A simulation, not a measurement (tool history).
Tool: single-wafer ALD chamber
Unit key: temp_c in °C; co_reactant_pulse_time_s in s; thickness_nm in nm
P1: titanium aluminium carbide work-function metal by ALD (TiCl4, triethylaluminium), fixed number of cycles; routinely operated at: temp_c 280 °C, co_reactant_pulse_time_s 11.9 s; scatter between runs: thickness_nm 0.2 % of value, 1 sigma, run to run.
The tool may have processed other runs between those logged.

run,day,temp_c,co_reactant_pulse_time_s,hours since the last thermocouple change,hours since the last triethylaluminium bottle change,thickness_nm
1,0.292,280,11.9,1177.1,1115.7,1.8267
2,0.833,294,11.9,1190.1,1128.7,1.9555
3,1.238,280,11.9,1199.8,1138.4,1.8319
4,1.654,294,17.14,1209.8,1148.4,1.9763
5,1.908,280,19.88,1215.9,1154.5,1.8643
6,2.179,280,11.9,1222.4,1161,1.8347
7,2.583,280,11.9,1232.1,1170.7,1.8303
# day 2.867: thermocouple changed; heater temperature recalibrated
8,2.95,280,5.36,2.1,1179.5,1.5684
9,3.408,265,11.9,13.1,1190.5,1.6999

What does the tool deliver on the next run?
10,3.883,280,11.9,24.5,1201.9,?

Run 10 gave thickness_nm 1.8359 nm.
